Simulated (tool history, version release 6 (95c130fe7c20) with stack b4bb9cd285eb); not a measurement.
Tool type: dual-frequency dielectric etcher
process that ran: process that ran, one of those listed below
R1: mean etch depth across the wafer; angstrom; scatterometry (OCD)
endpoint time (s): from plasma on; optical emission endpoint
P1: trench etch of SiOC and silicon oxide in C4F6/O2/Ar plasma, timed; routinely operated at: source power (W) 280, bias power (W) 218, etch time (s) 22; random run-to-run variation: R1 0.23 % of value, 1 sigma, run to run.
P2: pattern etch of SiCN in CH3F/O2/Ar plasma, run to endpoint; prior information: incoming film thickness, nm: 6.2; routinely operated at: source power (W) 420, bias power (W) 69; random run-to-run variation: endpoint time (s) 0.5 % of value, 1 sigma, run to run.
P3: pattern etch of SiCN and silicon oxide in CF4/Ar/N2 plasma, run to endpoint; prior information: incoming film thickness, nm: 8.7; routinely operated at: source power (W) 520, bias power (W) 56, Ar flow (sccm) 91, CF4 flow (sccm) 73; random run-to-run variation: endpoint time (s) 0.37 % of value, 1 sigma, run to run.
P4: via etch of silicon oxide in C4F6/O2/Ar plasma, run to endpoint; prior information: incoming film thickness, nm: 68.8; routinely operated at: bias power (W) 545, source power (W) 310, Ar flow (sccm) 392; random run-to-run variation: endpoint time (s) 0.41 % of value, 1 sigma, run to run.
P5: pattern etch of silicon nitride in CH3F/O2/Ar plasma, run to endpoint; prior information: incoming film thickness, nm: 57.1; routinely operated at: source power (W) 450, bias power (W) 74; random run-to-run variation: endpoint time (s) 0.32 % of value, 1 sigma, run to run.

run 1 hour=4.1 | process_that_ran=P1 source_power_(W)=280 bias_power_(W)=218 etch_time_(s)=22 | R1=412.99
run 2 hour=9 | process_that_ran=P1 source_power_(W)=190 bias_power_(W)=170 etch_time_(s)=22 | R1=329.17
run 3 hour=12.3 | process_that_ran=P1 source_power_(W)=330 bias_power_(W)=218 etch_time_(s)=22 | R1=440.44
run 4 hour=16 | process_that_ran=P1 source_power_(W)=280 bias_power_(W)=291 etch_time_(s)=22 | R1=456.7
run 5 hour=20.6 | process_that_ran=P2 source_power_(W)=420 bias_power_(W)=43 | endpoint_time_(s)=19.35
run 6 hour=25.2 | process_that_ran=P1 source_power_(W)=280 bias_power_(W)=218 etch_time_(s)=13.5 | R1=253.13
-- hour=26.3 wet clean of the chamber
run 7 hour=29.2 | process_that_ran=P1 source_power_(W)=280 bias_power_(W)=218 etch_time_(s)=30.5 | R1=574.07
run 8 hour=32 | process_that_ran=P4 source_power_(W)=310 bias_power_(W)=356 Ar_flow_(sccm)=392 | endpoint_time_(s)=19.066
run 9 hour=34.5 | process_that_ran=P5 source_power_(W)=450 bias_power_(W)=89 | endpoint_time_(s)=73.422
run 10 hour=38.8 | process_that_ran=P1 source_power_(W)=280 bias_power_(W)=218 etch_time_(s)=22 | R1=414.88
run 11 hour=42.2 | process_that_ran=P4 source_power_(W)=310 bias_power_(W)=545 Ar_flow_(sccm)=256 | endpoint_time_(s)=15.431
run 12 hour=46.2 | process_that_ran=P1 source_power_(W)=230 bias_power_(W)=135 etch_time_(s)=22 | R1=328.79
run 13 hour=49.1 | process_that_ran=P5 source_power_(W)=560 bias_power_(W)=74 | endpoint_time_(s)=72.572
run 14 hour=51.9 | process_that_ran=P3 source_power_(W)=520 bias_power_(W)=56 Ar_flow_(sccm)=53 CF4_flow_(sccm)=73 | endpoint_time_(s)=8.8453
run 15 hour=54.4 | process_that_ran=P2 source_power_(W)=420 bias_power_(W)=69 | endpoint_time_(s)=16.401
run 16 hour=56.8 | process_that_ran=P1 source_power_(W)=280 bias_power_(W)=179 etch_time_(s)=22 | R1=389.39
-- hour=58.9 source power generator calibrated
run 17 hour=61.5 | process_that_ran=P1 source_power_(W)=280 bias_power_(W)=218 etch_time_(s)=22 | R1=413.64
run 18 hour=64.7 | process_that_ran=P3 source_power_(W)=520 bias_power_(W)=43 Ar_flow_(sccm)=91 CF4_flow_(sccm)=73 | endpoint_time_(s)=10.358
run 19 hour=68.5 | process_that_ran=P3 source_power_(W)=520 bias_power_(W)=56 Ar_flow_(sccm)=91 CF4_flow_(sccm)=73 | endpoint_time_(s)=9.5712
run 20 hour=71.1 | process_that_ran=P1 source_power_(W)=280 bias_power_(W)=218 etch_time_(s)=22 | R1=413.63
run 21 hour=74.5 | process_that_ran=P1 source_power_(W)=280 bias_power_(W)=218 etch_time_(s)=22 | R1=414.23
run 22 hour=78.3 | process_that_ran=P5 source_power_(W)=450 bias_power_(W)=74 | endpoint_time_(s)=78.806
run 23 hour=81.5 | process_that_ran=P5 source_power_(W)=450 bias_power_(W)=74 | endpoint_time_(s)=78.623
run 24 hour=84.5 | process_that_ran=P3 source_power_(W)=520 bias_power_(W)=56 Ar_flow_(sccm)=91 CF4_flow_(sccm)=73 | endpoint_time_(s)=9.6017
run 25 hour=86.9 | process_that_ran=P1 source_power_(W)=280 bias_power_(W)=218 etch_time_(s)=22 | R1=414.05
run 26 hour=90 | process_that_ran=P3 source_power_(W)=520 bias_power_(W)=56 Ar_flow_(sccm)=91 CF4_flow_(sccm)=45 | endpoint_time_(s)=10.399
run 27 hour=94.3 | process_that_ran=P4 source_power_(W)=210 bias_power_(W)=545 Ar_flow_(sccm)=392 | endpoint_time_(s)=18.627
run 28 hour=98.9 | process_that_ran=P4 source_power_(W)=310 bias_power_(W)=545 Ar_flow_(sccm)=392 | endpoint_time_(s)=16.237
run 29 hour=101.3 | process_that_ran=P2 source_power_(W)=300 bias_power_(W)=69 | endpoint_time_(s)=18.632
run 30 hour=105.9 | process_that_ran=P1 source_power_(W)=210 bias_power_(W)=218 etch_time_(s)=22 | R1=370.95
run 31 hour=109.4 | process_that_ran=P3 source_power_(W)=380 bias_power_(W)=56 Ar_flow_(sccm)=91 CF4_flow_(sccm)=73 | endpoint_time_(s)=12.703
run 32 hour=111.7 | process_that_ran=P2 source_power_(W)=420 bias_power_(W)=69 | endpoint_time_(s)=16.504
run 33 hour=115.3 | process_that_ran=P1 source_power_(W)=280 bias_power_(W)=218 etch_time_(s)=22 | R1=414.3
run 34 hour=119.7 | process_that_ran=P1 source_power_(W)=280 bias_power_(W)=218 etch_time_(s)=22 | R1=415.89
run 35 hour=122.4 | process_that_ran=P1 source_power_(W)=280 bias_power_(W)=218 etch_time_(s)=22 | R1=415.59
run 36 hour=126.9 | process_that_ran=P1 source_power_(W)=280 bias_power_(W)=218 etch_time_(s)=22 | R1=419.25
run 37 hour=130 | process_that_ran=P1 source_power_(W)=280 bias_power_(W)=218 etch_time_(s)=22 | R1=417.3
-- hour=132.8 wet clean of the chamber
run 38 hour=134.3 | process_that_ran=P1 source_power_(W)=280 bias_power_(W)=218 etch_time_(s)=22 | R1=419.75
run 39 hour=138.6 | process_that_ran=P1 source_power_(W)=280 bias_power_(W)=218 etch_time_(s)=22 | R1=420.91
run 40 hour=140.9 | process_that_ran=P1 source_power_(W)=280 bias_power_(W)=218 etch_time_(s)=22 | R1=417.89
run 41 hour=143.5 | process_that_ran=P1 source_power_(W)=280 bias_power_(W)=218 etch_time_(s)=22 | R1=418.56
run 42 hour=147 | process_that_ran=P1 source_power_(W)=280 bias_power_(W)=218 etch_time_(s)=22 | R1=420.57
run 43 hour=149.9 | process_that_ran=P1 source_power_(W)=280 bias_power_(W)=218 etch_time_(s)=22 | R1=418.49
run 44 hour=153.1 | process_that_ran=P1 source_power_(W)=280 bias_power_(W)=218 etch_time_(s)=22 | R1=419.26

The log shows P1 creeping away from where it was. Any of the 2 causes listed here, at the size stated for it, fits the log just as well as the others:
A: bias power that arrives over what is set, % = 4.25
B: source power that arrives over what is set, % = 3.76
At approximately hour 115.3, the process output began to creep.
Excluded causes, each with its reason:
chamber walls in a state that raises the etch rate, %: was serviced at hour 132.8, once the creep was under way, yet the earlier output never came back

Of the 4 check runs below, each run on 2 wafers with the results averaged and each result still a question mark, which one would tell the listed causes apart?
run check 1 hour=156.3 | process_that_ran=P3 source_power_(W)=520 bias_power_(W)=56 Ar_flow_(sccm)=91 CF4_flow_(sccm)=73 | endpoint_time_(s)=?
run check 2 hour=156.3 | process_that_ran=P2 source_power_(W)=420 bias_power_(W)=69 | endpoint_time_(s)=?
run check 3 hour=156.3 | process_that_ran=P5 source_power_(W)=450 bias_power_(W)=74 | endpoint_time_(s)=?
run check 4 hour=156.3 | process_that_ran=P4 source_power_(W)=310 bias_power_(W)=545 Ar_flow_(sccm)=392 | endpoint_time_(s)=?

Check results expected under each cause:
check=check_1 result=endpoint_time_(s) if_A=9.4881 if_B=9.2995
check=check_2 result=endpoint_time_(s) if_A=16.228 if_B=16.238
check=check_3 result=endpoint_time_(s) if_A=77.598 if_B=77.619
check=check_4 result=endpoint_time_(s) if_A=15.948 if_B=15.987
Gap, in per cent, between the two causes that each check separates least, read from the result that separates them most: check 1 2.01 %; check 2 0.06 %; check 3 0.03 %; check 4 0.25 %
Of the check runs offered, only check 1 discriminates between the causes; the rest would read about the same regardless of which cause applies.

After running check 1, the following was obtained: endpoint time (s) 9.3159. Which cause does this point to?

It was cause B: source power that arrives over what is set, %.
